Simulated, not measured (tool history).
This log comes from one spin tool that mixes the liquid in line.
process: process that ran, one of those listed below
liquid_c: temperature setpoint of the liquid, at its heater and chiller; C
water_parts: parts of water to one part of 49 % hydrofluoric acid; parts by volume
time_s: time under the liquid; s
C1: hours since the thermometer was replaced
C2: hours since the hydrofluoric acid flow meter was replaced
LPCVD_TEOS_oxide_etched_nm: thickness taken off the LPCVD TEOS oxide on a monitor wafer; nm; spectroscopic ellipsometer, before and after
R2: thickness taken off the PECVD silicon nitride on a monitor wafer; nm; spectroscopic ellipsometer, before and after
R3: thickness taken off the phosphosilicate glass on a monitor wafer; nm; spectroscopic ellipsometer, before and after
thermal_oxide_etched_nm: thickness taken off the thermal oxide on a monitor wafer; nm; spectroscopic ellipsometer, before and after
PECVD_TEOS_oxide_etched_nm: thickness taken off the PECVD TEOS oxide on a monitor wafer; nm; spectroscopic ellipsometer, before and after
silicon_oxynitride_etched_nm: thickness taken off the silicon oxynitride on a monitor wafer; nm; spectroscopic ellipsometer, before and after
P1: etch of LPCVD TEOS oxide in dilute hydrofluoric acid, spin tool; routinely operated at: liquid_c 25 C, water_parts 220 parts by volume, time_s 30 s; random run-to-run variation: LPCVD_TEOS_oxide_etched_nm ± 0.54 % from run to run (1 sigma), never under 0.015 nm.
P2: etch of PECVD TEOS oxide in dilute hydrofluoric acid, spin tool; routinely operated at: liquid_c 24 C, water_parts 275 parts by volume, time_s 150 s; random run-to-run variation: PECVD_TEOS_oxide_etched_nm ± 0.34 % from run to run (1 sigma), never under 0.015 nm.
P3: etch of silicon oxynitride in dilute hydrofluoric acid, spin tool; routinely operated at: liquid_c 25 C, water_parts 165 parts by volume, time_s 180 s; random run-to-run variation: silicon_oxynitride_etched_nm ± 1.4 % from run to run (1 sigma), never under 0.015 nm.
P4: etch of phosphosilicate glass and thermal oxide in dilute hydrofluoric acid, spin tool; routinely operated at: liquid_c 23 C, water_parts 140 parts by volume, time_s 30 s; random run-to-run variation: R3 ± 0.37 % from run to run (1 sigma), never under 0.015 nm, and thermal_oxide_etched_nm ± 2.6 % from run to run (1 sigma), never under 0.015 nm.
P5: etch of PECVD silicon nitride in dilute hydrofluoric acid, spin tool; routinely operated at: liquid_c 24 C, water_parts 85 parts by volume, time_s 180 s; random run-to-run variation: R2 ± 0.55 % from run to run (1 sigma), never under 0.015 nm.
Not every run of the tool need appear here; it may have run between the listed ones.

Run 1, day 0.7: process P1, liquid_c 25 C, water_parts 220 parts by volume, time_s 30 s; C1 570.6; C2 717.8. Result: LPCVD_TEOS_oxide_etched_nm 3.9795 nm.
Run 2, day 1.408: process P5, liquid_c 24 C, water_parts 40 parts by volume, time_s 180 s; C1 587.6; C2 734.8. Result: R2 24.937 nm.
Run 3, day 1.846: process P1, liquid_c 25 C, water_parts 220 parts by volume, time_s 30 s; C1 598.1; C2 745.3. Result: LPCVD_TEOS_oxide_etched_nm 3.9775 nm.
Run 4, day 2.354: process P5, liquid_c 24 C, water_parts 85 parts by volume, time_s 355 s; C1 610.3; C2 757.5. Result: R2 23.227 nm.
Run 5, day 3.029: process P1, liquid_c 25 C, water_parts 35 parts by volume, time_s 30 s; C1 626.5; C2 773.7. Result: LPCVD_TEOS_oxide_etched_nm 31.287 nm.
Run 6, day 3.558: process P4, liquid_c 23 C, water_parts 140 parts by volume, time_s 60 s; C1 639.2; C2 786.4. Result: R3 63.838 nm, thermal_oxide_etched_nm 1.8052 nm.
Run 7, day 3.946: process P1, liquid_c 25 C, water_parts 220 parts by volume, time_s 30 s; C1 648.5; C2 795.7. Result: LPCVD_TEOS_oxide_etched_nm 4.0004 nm.
Run 8, day 4.508: process P2, liquid_c 24 C, water_parts 275 parts by volume, time_s 150 s; C1 662; C2 809.2. Result: PECVD_TEOS_oxide_etched_nm 6.1705 nm.
Run 9, day 5.012: process P3, liquid_c 25 C, water_parts 280 parts by volume, time_s 180 s; C1 674.1; C2 821.3. Result: silicon_oxynitride_etched_nm 0.85908 nm.
Run 10, day 5.329: process P4, liquid_c 17 C, water_parts 140 parts by volume, time_s 30 s; C1 681.7; C2 828.9. Result: R3 25.185 nm, thermal_oxide_etched_nm 0.72141 nm.
Run 11, day 5.833: process P1, liquid_c 25 C, water_parts 220 parts by volume, time_s 55 s; C1 693.8; C2 841. Result: LPCVD_TEOS_oxide_etched_nm 7.2845 nm.
Run 12, day 6.233: process P1, liquid_c 33.5 C, water_parts 220 parts by volume, time_s 30 s; C1 703.4; C2 850.6. Result: LPCVD_TEOS_oxide_etched_nm 5.3609 nm.
Run 13, day 6.662: process P5, liquid_c 31.5 C, water_parts 85 parts by volume, time_s 180 s; C1 713.7; C2 860.9. Result: R2 19.349 nm.
Run 14, day 7.046: process P4, liquid_c 23 C, water_parts 255 parts by volume, time_s 30 s; C1 722.9; C2 870.1. Result: R3 15.5 nm, thermal_oxide_etched_nm 0.45357 nm.
Run 15, day 7.554: process P4, liquid_c 23 C, water_parts 140 parts by volume, time_s 30 s; C1 735.1; C2 882.3. Result: R3 32.032 nm, thermal_oxide_etched_nm 0.95561 nm.
Run 16, day 7.921: process P2, liquid_c 30 C, water_parts 275 parts by volume, time_s 150 s; C1 743.9; C2 891.1. Result: PECVD_TEOS_oxide_etched_nm 7.4533 nm.
Run 17, day 8.492: process P1, liquid_c 25 C, water_parts 220 parts by volume, time_s 15 s; C1 757.6; C2 904.8. Result: LPCVD_TEOS_oxide_etched_nm 1.9895 nm.
Run 18, day 8.954: process P3, liquid_c 25 C, water_parts 165 parts by volume, time_s 50 s; C1 768.7; C2 915.9. Result: silicon_oxynitride_etched_nm 0.42396 nm.
Run 19, day 9.583: process P3, liquid_c 32 C, water_parts 165 parts by volume, time_s 180 s; C1 783.8; C2 931. Result: silicon_oxynitride_etched_nm 2.2054 nm.
Run 20, day 10.138: process P2, liquid_c 24 C, water_parts 275 parts by volume, time_s 250 s; C1 797.1; C2 944.3. Result: PECVD_TEOS_oxide_etched_nm 10.216 nm.
Run 21, day 10.775: process P1, liquid_c 17 C, water_parts 125 parts by volume, time_s 30 s; C1 812.4; C2 959.6. Result: LPCVD_TEOS_oxide_etched_nm 5.7257 nm.
Run 22, day 11.258: process P1, liquid_c 25 C, water_parts 220 parts by volume, time_s 30 s; C1 824; C2 971.2. Result: LPCVD_TEOS_oxide_etched_nm 4.0442 nm.
Run 23, day 11.692: process P4, liquid_c 23 C, water_parts 140 parts by volume, time_s 30 s; C1 834.4; C2 981.6. Result: R3 31.941 nm, thermal_oxide_etched_nm 0.90119 nm.
Run 24, day 12.308: process P2, liquid_c 24 C, water_parts 495 parts by volume, time_s 150 s; C1 849.2; C2 996.4. Result: PECVD_TEOS_oxide_etched_nm 2.7596 nm.
Run 25, day 12.758: process P3, liquid_c 25 C, water_parts 165 parts by volume, time_s 180 s; C1 860; C2 1007.2. Result: silicon_oxynitride_etched_nm 1.5476 nm.
Run 26, day 13.088: process P1, liquid_c 25 C, water_parts 220 parts by volume, time_s 30 s; C1 867.9; C2 1015.1. Result: LPCVD_TEOS_oxide_etched_nm 4.0021 nm.
Run 27, day 13.567: process P5, liquid_c 24 C, water_parts 85 parts by volume, time_s 180 s; C1 879.4; C2 1026.6. Result: R2 11.948 nm.
Run 28, day 14.15: process P1, liquid_c 17 C, water_parts 220 parts by volume, time_s 30 s; C1 893.4; C2 1040.6. Result: LPCVD_TEOS_oxide_etched_nm 2.9368 nm.
Run 29, day 14.721: process P1, liquid_c 25 C, water_parts 320 parts by volume, time_s 30 s; C1 907.1; C2 1054.3. Result: LPCVD_TEOS_oxide_etched_nm 2.4979 nm.
Run 30, day 15.246: process P1, liquid_c 19 C, water_parts 110 parts by volume, time_s 30 s; C1 919.7; C2 1066.9. Result: LPCVD_TEOS_oxide_etched_nm 7.1294 nm.
Run 31, day 15.871: process P2, liquid_c 24 C, water_parts 275 parts by volume, time_s 150 s; C1 934.7; C2 1081.9. Result: PECVD_TEOS_oxide_etched_nm 6.1938 nm.
Run 32, day 16.375: process P1, liquid_c 25 C, water_parts 220 parts by volume, time_s 30 s; C1 946.8; C2 1094. Result: LPCVD_TEOS_oxide_etched_nm 4.0034 nm.
Run 33, day 16.754: process P1, liquid_c 25 C, water_parts 220 parts by volume, time_s 30 s; C1 955.9; C2 1103.1. Result: LPCVD_TEOS_oxide_etched_nm 3.9345 nm.
Run 34, day 17.083: process P1, liquid_c 25 C, water_parts 220 parts by volume, time_s 30 s; C1 963.8; C2 1111. Result: LPCVD_TEOS_oxide_etched_nm 3.9036 nm.
Run 35, day 17.629: process P1, liquid_c 25 C, water_parts 220 parts by volume, time_s 30 s; C1 976.9; C2 1124.1. Result: LPCVD_TEOS_oxide_etched_nm 3.8509 nm.
Run 36, day 17.942: process P1, liquid_c 25 C, water_parts 220 parts by volume, time_s 30 s; C1 984.4; C2 1131.6. Result: LPCVD_TEOS_oxide_etched_nm 3.8805 nm.
Run 37, day 18.575: process P1, liquid_c 25 C, water_parts 220 parts by volume, time_s 30 s; C1 999.6; C2 1146.8. Result: LPCVD_TEOS_oxide_etched_nm 3.7973 nm.
Run 38, day 19.1: process P1, liquid_c 25 C, water_parts 220 parts by volume, time_s 30 s; C1 1012.2; C2 1159.4. Result: LPCVD_TEOS_oxide_etched_nm 3.8081 nm.
Run 39, day 19.742: process P1, liquid_c 25 C, water_parts 220 parts by volume, time_s 30 s; C1 1027.6; C2 1174.8. Result: LPCVD_TEOS_oxide_etched_nm 3.7714 nm.

What P1 gives has crept off from where it sat before. The 2 causes that follow fit the log equally well, each at the size noted:
A: liquid colder than its thermometer reads (K) = 1.47
B: hydrofluoric acid flow below the setpoint (%) = 4.2
At approximately day 16.375, the process output began to creep.

Each of the 4 check runs below uses one wafer; its results are left as question marks. Which run tells the causes apart?
Run check 1, day 20.383: process P2, liquid_c 24 C, water_parts 465 parts by volume, time_s 150 s. Result: PECVD_TEOS_oxide_etched_nm ?.
Run check 2, day 20.383: process P3, liquid_c 25 C, water_parts 270 parts by volume, time_s 90 s. Result: silicon_oxynitride_etched_nm ?.
Run check 3, day 20.383: process P4, liquid_c 23 C, water_parts 140 parts by volume, time_s 60 s. Result: R3 ?, thermal_oxide_etched_nm ?.
Run check 4, day 20.383: process P5, liquid_c 30 C, water_parts 85 parts by volume, time_s 180 s. Result: R2 ?.

Check results expected under each cause:
  check                        result     if A     if B
check 1    PECVD_TEOS_oxide_etched_nm   2.9136   2.8761
check 2  silicon_oxynitride_etched_nm  0.41756  0.42244
check 3                            R3   60.368   60.837
check 3       thermal_oxide_etched_nm   1.7515   1.7651
check 4                            R2   16.034   16.864
How far apart the two closest causes lie, in the result that separates them most: check 1 1.3 %; check 2 1.16 %; check 3 0.77 %; check 4 5.05 %
Check 4 tells the causes apart: in the others they would give nearly the same result.

Check 4 was then run and gave: R2 16.947 nm. Which cause is it?

It was cause B: hydrofluoric acid flow below the setpoint (%).
